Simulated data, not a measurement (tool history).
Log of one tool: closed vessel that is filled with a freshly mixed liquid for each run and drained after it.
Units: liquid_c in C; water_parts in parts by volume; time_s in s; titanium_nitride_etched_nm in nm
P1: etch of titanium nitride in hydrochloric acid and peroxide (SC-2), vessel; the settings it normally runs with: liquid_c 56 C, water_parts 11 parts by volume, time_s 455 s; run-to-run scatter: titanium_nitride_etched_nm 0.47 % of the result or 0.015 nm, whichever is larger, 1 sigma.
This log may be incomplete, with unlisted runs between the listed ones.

run   hour  liquid_c  water_parts  time_s  titanium_nitride_etched_nm
  1    8.7        56           11     455                      21.334
  2   15.4        56           11     455                      21.204
  3   22.1        56            4     455                      45.915
  4   31.5        56           11     455                      21.342
  5   38.6      71.5           11     455                      55.142
  6   47.7        56           17     455                      14.586
  7   57.7        56         15.5      85                      2.9794
      66.7  -- thermometer replaced
  8   67.1        56           11     455                      21.331
  9   75.7        47           11     170                      4.4037
 10   84.5        40           11     455                      7.1511
 11   94.5        56           11     855                      39.862
 12  100.2        56           11      75                      3.5306
 13  109.3        56           11     455                      21.244
 14  115.3        56           11     455                       21.85
 15    124        56           11     455                      22.241
 16    132        56           11     455                      22.707
 17  139.9        56           11     455                      22.863
 18  147.9        56           11     455                      23.125
 19  158.4        56           11     455                      22.884
 20    169        56           11     455                      23.217
 21  176.8        56           11     455                      23.106
 22  186.4        56           11     455                      22.955
 23  191.6        56           11     455                      23.276
 24  198.9        56           11     455                      23.254

What P1 gives has crept off from where it sat before. The 2 causes that follow fit the log equally well, each at the size noted:
A: liquid hotter than its thermometer reads (K) = 1.39
B: chemicals flow above the setpoint (%) = 11.2
The onset of the drift is placed at about hour 109.3.
Why every other cause is out:
peroxide weaker than its label (%): can reach only 8, and even then titanium_nitride_etched_nm would move by -7.4 %, too little or the wrong way

The 4 check runs listed below each average the results of 3 wafers, and their outcomes are marked with question marks. Under which run would the listed causes produce clearly different results?
check 1  206.2        68           11     455                           ?
check 2  206.2        40          5.5     455                           ?
check 3  206.2        50           11     155                           ?
check 4  206.2        56           15     100                           ?

How each check would come out, cause by cause:
  check                      result    if A    if B
check 1  titanium_nitride_etched_nm  48.749  49.055
check 2  titanium_nitride_etched_nm  13.836  13.541
check 3  titanium_nitride_etched_nm  5.3786  5.3614
check 4  titanium_nitride_etched_nm  3.9171  3.9333
Separation of the two closest causes in each check, using whichever result separates them best: check 1 0.63 %; check 2 2.15 %; check 3 0.32 %; check 4 0.41 %
Check 2 distinguishes between the causes, while the remaining checks would return nearly the same result for all of them.

After running check 2, the following was obtained: titanium_nitride_etched_nm 13.515 nm. Which cause does this point to?

Of the candidate causes, it is B: chemicals flow above the setpoint (%).
